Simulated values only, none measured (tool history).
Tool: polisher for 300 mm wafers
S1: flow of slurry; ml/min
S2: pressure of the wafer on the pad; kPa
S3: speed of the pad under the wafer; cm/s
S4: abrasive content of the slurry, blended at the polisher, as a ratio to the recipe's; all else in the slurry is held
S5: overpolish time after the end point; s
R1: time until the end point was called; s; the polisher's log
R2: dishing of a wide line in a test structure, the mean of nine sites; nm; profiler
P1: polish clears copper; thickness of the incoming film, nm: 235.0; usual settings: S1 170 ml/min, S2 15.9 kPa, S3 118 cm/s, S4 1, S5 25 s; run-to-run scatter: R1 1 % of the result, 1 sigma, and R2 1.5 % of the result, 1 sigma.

run,hour,S1,S2,S3,S4,S5,R1,R2
1,3.5,170,15.9,118,1,25,82.114,48.184
2,10.1,170,15.9,118,1,25,81.982,47.987
3,15.5,170,15.9,178,1,25,55.054,64.857
4,19.8,170,15.9,118,1,25,83.63,47.347
5,24.5,170,15.9,74,1,25,131.02,32.608
6,30.4,170,15.9,118,1,8,82.132,18.02
7,36.6,100,15.9,118,1,25,91.366,44.753
8,40.6,170,24.8,118,1,25,52.337,71.598
9,45.3,170,15.9,118,1,25,82.243,47.766
10,52.5,265,15.9,118,1,25,77.242,50.574
11,57,170,15.9,152,1.4,25,59.458,60.814
12,64.1,170,11,118,1,25,119.75,34.229
13,69.4,170,15.9,118,1,25,82.292,47.214
14,74,170,15.9,118,1,40,83.906,67.913
# hour 76: slurry blender recalibrated
15,80.2,170,15.9,118,1.25,25,77.54,51.453
16,86,170,15.9,118,0.55,25,92.657,42.572

The next listed run, before its measurement:
17,90.4,170,15.9,118,0.7,43,?,?

{"run 17": {"R1": 88.957, "R2": 68.055}}
